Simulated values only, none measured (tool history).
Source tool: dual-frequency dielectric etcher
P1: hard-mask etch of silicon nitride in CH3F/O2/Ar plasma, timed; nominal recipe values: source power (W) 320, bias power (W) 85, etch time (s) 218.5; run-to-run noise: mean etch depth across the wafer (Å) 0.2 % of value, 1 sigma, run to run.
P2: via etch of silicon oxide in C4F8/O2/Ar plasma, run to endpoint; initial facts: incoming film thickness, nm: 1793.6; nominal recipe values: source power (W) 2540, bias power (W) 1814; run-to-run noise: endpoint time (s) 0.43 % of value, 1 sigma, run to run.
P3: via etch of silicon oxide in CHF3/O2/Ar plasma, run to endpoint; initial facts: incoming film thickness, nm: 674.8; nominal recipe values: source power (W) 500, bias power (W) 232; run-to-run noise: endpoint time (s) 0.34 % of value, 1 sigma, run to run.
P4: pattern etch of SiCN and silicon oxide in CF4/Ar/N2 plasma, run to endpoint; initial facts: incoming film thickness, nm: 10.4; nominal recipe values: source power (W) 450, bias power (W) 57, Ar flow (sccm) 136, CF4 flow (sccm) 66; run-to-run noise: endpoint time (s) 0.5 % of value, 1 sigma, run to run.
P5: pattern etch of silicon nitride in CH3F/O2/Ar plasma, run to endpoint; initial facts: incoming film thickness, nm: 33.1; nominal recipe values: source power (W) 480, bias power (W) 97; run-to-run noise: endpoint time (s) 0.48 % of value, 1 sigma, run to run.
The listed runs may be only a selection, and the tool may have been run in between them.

| run | hour | process that ran | source power (W) | bias power (W) | etch time (s) | Ar flow (sccm) | CF4 flow (sccm) | hours since the last wet clean | hours since the last source power generator calibration | hours since the last bias power generator calibration | mean etch depth across the wafer (Å) | endpoint time (s) |
|---|---|---|---|---|---|---|---|---|---|---|---|---|
| 1 | 3.7 | P1 | 320 | 85 | 218.5 |  |  | 126.2 | 2484.7 | 2700.6 | 1494.40 |  |
| 2 | 9.7 | P3 | 500 | 186 |  |  |  | 132.2 | 2490.7 | 2706.6 |  | 357.050 |
| 3 | 13.5 | P5 | 480 | 97 |  |  |  | 136.0 | 2494.5 | 2710.4 |  | 40.024 |
| 4 | 16.9 | P1 | 450 | 85 | 218.5 |  |  | 139.4 | 2497.9 | 2713.8 | 1687.40 |  |
| 5 | 24.1 | P5 | 480 | 122 |  |  |  | 146.6 | 2505.1 | 2721.0 |  | 36.798 |
| 6 | 28.4 | P1 | 320 | 85 | 164.0 |  |  | 150.9 | 2509.4 | 2725.3 | 1118.90 |  |
| 7 | 33.7 | P1 | 320 | 55 | 123.0 |  |  | 156.2 | 2514.7 | 2730.6 | 720.54 |  |
| 8 | 38.7 | P4 | 450 | 71 |  | 136 | 66 | 161.2 | 2519.7 | 2735.6 |  | 12.597 |
| 9 | 44.2 | P1 | 320 | 85 | 218.5 |  |  | 166.7 | 2525.2 | 2741.1 | 1489.00 |  |
| 10 | 48.1 | P3 | 500 | 232 |  |  |  | 170.6 | 2529.1 | 2745.0 |  | 332.440 |
| 11 | 55.3 | P1 | 320 | 85 | 218.5 |  |  | 177.8 | 2536.3 | 2752.2 | 1486.50 |  |
| 12 | 59.6 | P4 | 450 | 57 |  | 136 | 39 | 182.1 | 2540.6 | 2756.5 |  | 14.774 |
| 13 | 66.7 | P3 | 360 | 232 |  |  |  | 189.2 | 2547.7 | 2763.6 |  | 376.640 |
|  | 66.8 | wet clean of the chamber |
| 14 | 73.4 | P4 | 630 | 57 |  | 136 | 66 | 6.7 | 2554.4 | 2770.3 |  | 10.038 |
| 15 | 77.7 | P1 | 320 | 51 | 218.5 |  |  | 11.0 | 2558.7 | 2774.6 | 1248.40 |  |
| 16 | 84.9 | P5 | 340 | 97 |  |  |  | 18.2 | 2565.9 | 2781.8 |  | 45.579 |
| 17 | 91.7 | P1 | 320 | 85 | 267.0 |  |  | 25.0 | 2572.7 | 2788.6 | 1815.60 |  |
| 18 | 95.0 | P1 | 320 | 85 | 218.5 |  |  | 28.3 | 2576.0 | 2791.9 | 1488.90 |  |
| 19 | 101.3 | P4 | 450 | 57 |  | 192 | 66 | 34.6 | 2582.3 | 2798.2 |  | 14.442 |
| 20 | 105.2 | P4 | 450 | 57 |  | 136 | 66 | 38.5 | 2586.2 | 2802.1 |  | 13.545 |
| 21 | 111.0 | P2 | 2540 | 1814 |  |  |  | 44.3 | 2592.0 | 2807.9 |  | 336.040 |
| 22 | 116.5 | P5 | 480 | 97 |  |  |  | 49.8 | 2597.5 | 2813.4 |  | 40.214 |
| 23 | 123.4 | P1 | 230 | 85 | 218.5 |  |  | 56.7 | 2604.4 | 2820.3 | 1316.80 |  |
| 24 | 128.1 | P2 | 2540 | 2379 |  |  |  | 61.4 | 2609.1 | 2825.0 |  | 311.550 |
| 25 | 132.5 | P2 | 1520 | 1814 |  |  |  | 65.8 | 2613.5 | 2829.4 |  | 412.150 |
| 26 | 136.2 | P1 | 440 | 85 | 295.0 |  |  | 69.5 | 2617.2 | 2833.1 | 2265.70 |  |
| 27 | 141.3 | P1 | 320 | 107 | 218.5 |  |  | 74.6 | 2622.3 | 2838.2 | 1618.00 |  |
| 28 | 145.4 | P1 | 320 | 64 | 274.5 |  |  | 78.7 | 2626.4 | 2842.3 | 1695.70 |  |
| 29 | 152.7 | P1 | 320 | 85 | 218.5 |  |  | 86.0 | 2633.7 | 2849.6 | 1483.60 |  |
| 30 | 156.6 | P3 | 500 | 232 |  |  |  | 89.9 | 2637.6 | 2853.5 |  | 333.250 |
| 31 | 162.0 | P1 | 320 | 85 | 218.5 |  |  | 95.3 | 2643.0 | 2858.9 | 1491.00 |  |
| 32 | 167.3 | P1 | 320 | 85 | 218.5 |  |  | 100.6 | 2648.3 | 2864.2 | 1487.00 |  |
| 33 | 172.6 | P1 | 320 | 85 | 218.5 |  |  | 105.9 | 2653.6 | 2869.5 | 1501.00 |  |
| 34 | 176.1 | P1 | 320 | 85 | 218.5 |  |  | 109.4 | 2657.1 | 2873.0 | 1495.50 |  |
| 35 | 180.3 | P1 | 320 | 85 | 218.5 |  |  | 113.6 | 2661.3 | 2877.2 | 1498.50 |  |
| 36 | 184.4 | P1 | 320 | 85 | 218.5 |  |  | 117.7 | 2665.4 | 2881.3 | 1506.70 |  |
| 37 | 188.2 | P1 | 320 | 85 | 218.5 |  |  | 121.5 | 2669.2 | 2885.1 | 1507.90 |  |
| 38 | 191.9 | P1 | 320 | 85 | 218.5 |  |  | 125.2 | 2672.9 | 2888.8 | 1504.70 |  |
| 39 | 197.4 | P1 | 320 | 85 | 218.5 |  |  | 130.7 | 2678.4 | 2894.3 | 1506.10 |  |
|  | 199.8 | wet clean of the chamber |
| 40 | 203.9 | P1 | 320 | 85 | 218.5 |  |  | 4.2 | 2684.9 | 2900.8 | 1510.10 |  |
| 41 | 209.0 | P1 | 320 | 85 | 218.5 |  |  | 9.3 | 2690.0 | 2905.9 | 1507.50 |  |
| 42 | 216.0 | P1 | 320 | 85 | 218.5 |  |  | 16.3 | 2697.0 | 2912.9 | 1514.40 |  |
| 43 | 220.3 | P1 | 320 | 85 | 218.5 |  |  | 20.6 | 2701.3 | 2917.2 | 1514.00 |  |

What P1 gives has crept off from where it sat before. The 2 causes that follow fit the log equally well, each at the size noted:
A: source power that arrives over what is set, % = 4.08
B: bias power that arrives over what is set, % = 4.21
Creep in the process output first set in at about hour 167.3.
Other possible causes, and why each is ruled out:
chamber walls in a state that raises the etch rate, %: maintenance at hour 199.8, after the shift began, did not return the process to its former output

Consider the 4 check runs below, whose results appear as question marks and each of which averages 3 wafers. Which one distinguishes the causes, in that each cause would give it a clearly different result?
| check 1 | 224.6 | P4 | 450 | 57 |  | 136 | 66 |  |  |  |  | ? |
| check 2 | 224.6 | P5 | 480 | 97 |  |  |  |  |  |  |  | ? |
| check 3 | 224.6 | P2 | 2540 | 1814 |  |  |  |  |  |  |  | ? |
| check 4 | 224.6 | P3 | 500 | 232 |  |  |  |  |  |  |  | ? |

How each check would come out, cause by cause:
| check | result | if A | if B |
|---|---|---|---|
| check 1 | endpoint time (s) | 13.062 | 13.341 |
| check 2 | endpoint time (s) | 39.404 | 39.406 |
| check 3 | endpoint time (s) | 331.690 | 333.280 |
| check 4 | endpoint time (s) | 326.190 | 326.280 |
Smallest distance between any two causes, each pair judged by its most separating result, in per cent: check 1 2.11 %; check 2 0.01 %; check 3 0.48 %; check 4 0.03 %
Check 1 tells the causes apart: in the others they would give nearly the same result.

Check 1 was carried out, with these results: endpoint time (s) 13.050. Which of the listed causes is responsible?

Of the candidate causes, it is A: source power that arrives over what is set, %.
